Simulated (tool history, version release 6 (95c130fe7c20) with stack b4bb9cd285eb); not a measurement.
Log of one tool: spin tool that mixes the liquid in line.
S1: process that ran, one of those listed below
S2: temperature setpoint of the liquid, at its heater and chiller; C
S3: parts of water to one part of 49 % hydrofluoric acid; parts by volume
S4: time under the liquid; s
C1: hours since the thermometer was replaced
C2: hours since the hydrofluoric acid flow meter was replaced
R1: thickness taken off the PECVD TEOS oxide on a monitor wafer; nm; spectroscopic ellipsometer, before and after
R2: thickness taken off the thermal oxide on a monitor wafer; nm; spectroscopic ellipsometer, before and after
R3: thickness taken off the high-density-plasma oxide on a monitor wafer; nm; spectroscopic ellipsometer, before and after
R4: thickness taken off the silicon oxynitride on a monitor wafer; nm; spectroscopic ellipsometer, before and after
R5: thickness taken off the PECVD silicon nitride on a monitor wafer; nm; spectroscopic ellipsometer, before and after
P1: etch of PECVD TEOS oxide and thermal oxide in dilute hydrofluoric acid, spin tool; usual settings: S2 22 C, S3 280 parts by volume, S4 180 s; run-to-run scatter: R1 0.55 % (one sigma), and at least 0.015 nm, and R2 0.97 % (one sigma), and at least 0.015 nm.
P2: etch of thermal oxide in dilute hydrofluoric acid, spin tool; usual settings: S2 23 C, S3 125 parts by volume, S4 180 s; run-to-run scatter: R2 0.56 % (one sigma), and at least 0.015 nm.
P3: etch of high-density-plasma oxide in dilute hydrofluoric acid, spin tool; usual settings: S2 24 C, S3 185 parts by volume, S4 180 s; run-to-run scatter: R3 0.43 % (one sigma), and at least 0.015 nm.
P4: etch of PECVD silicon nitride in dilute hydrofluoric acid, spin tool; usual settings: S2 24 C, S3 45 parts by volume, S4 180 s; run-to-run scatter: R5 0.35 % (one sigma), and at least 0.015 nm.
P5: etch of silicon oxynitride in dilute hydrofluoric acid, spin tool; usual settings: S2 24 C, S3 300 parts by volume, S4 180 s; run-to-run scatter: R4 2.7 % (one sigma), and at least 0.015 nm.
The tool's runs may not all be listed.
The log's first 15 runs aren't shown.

Run 16, hour 180.6: S1 P5, S2 31 C, S3 300 parts by volume, S4 180 s; C1 495.4; C2 287.3. Result: R4 1.3055 nm.
Run 17, hour 195.1: S1 P1, S2 26.5 C, S3 280 parts by volume, S4 180 s; C1 509.9; C2 301.8. Result: R1 6.9516 nm, R2 2.7283 nm.
Run 18, hour 204.5: S1 P1, S2 22 C, S3 280 parts by volume, S4 180 s; C1 519.3; C2 311.2. Result: R1 5.9713 nm, R2 2.3198 nm.
Run 19, hour 217.5: S1 P2, S2 23 C, S3 125 parts by volume, S4 180 s; C1 532.3; C2 324.2. Result: R2 6.1938 nm.
Run 20, hour 227: S1 P5, S2 24 C, S3 300 parts by volume, S4 180 s; C1 541.8; C2 333.7. Result: R4 0.9663 nm.
Run 21, hour 240: S1 P4, S2 24 C, S3 20 parts by volume, S4 180 s; C1 554.8; C2 346.7. Result: R5 43.717 nm.
Run 22, hour 254: S1 P1, S2 22 C, S3 280 parts by volume, S4 180 s; C1 568.8; C2 360.7. Result: R1 5.9326 nm, R2 2.3122 nm.
Run 23, hour 261: S1 P1, S2 17 C, S3 280 parts by volume, S4 180 s; C1 575.8; C2 367.7. Result: R1 4.9352 nm, R2 1.9115 nm.
Run 24, hour 271.2: S1 P3, S2 29.5 C, S3 185 parts by volume, S4 180 s; C1 586; C2 377.9. Result: R3 6.5709 nm.
Run 25, hour 285.6: S1 P1, S2 22 C, S3 280 parts by volume, S4 90 s; C1 600.4; C2 392.3. Result: R1 2.9788 nm, R2 1.1949 nm.
Run 26, hour 296.7: S1 P1, S2 22 C, S3 280 parts by volume, S4 180 s; C1 611.5; C2 403.4. Result: R1 5.8999 nm, R2 2.3138 nm.
Run 27, hour 307: S1 P4, S2 24 C, S3 45 parts by volume, S4 180 s; C1 621.8; C2 413.7. Result: R5 19.996 nm.
Run 28, hour 313.9: S1 P2, S2 23 C, S3 125 parts by volume, S4 75 s; C1 628.7; C2 420.6. Result: R2 2.5722 nm.
Run 29, hour 322.4: S1 P3, S2 24 C, S3 185 parts by volume, S4 180 s; C1 637.2; C2 429.1. Result: R3 5.3384 nm.
Run 30, hour 329.3: S1 P2, S2 30.5 C, S3 125 parts by volume, S4 180 s; C1 644.1; C2 436. Result: R2 8.2061 nm.
Run 31, hour 339.7: S1 P5, S2 24 C, S3 300 parts by volume, S4 355 s; C1 654.5; C2 446.4. Result: R4 1.8614 nm.
Run 32, hour 351.3: S1 P1, S2 22 C, S3 280 parts by volume, S4 180 s; C1 666.1; C2 458. Result: R1 6.0081 nm, R2 2.3334 nm.
Run 33, hour 365.3: S1 P1, S2 22 C, S3 280 parts by volume, S4 180 s; C1 680.1; C2 472. Result: R1 5.8481 nm, R2 2.2157 nm.

Run 34 comes next. What will it give?
Run 34, hour 373.2: S1 P1, S2 22 C, S3 280 parts by volume, S4 180 s; C1 688; C2 479.9. Result: R1 ?, R2 ?.

{"run 34": {"R1": 5.845, "R2": 2.245}}

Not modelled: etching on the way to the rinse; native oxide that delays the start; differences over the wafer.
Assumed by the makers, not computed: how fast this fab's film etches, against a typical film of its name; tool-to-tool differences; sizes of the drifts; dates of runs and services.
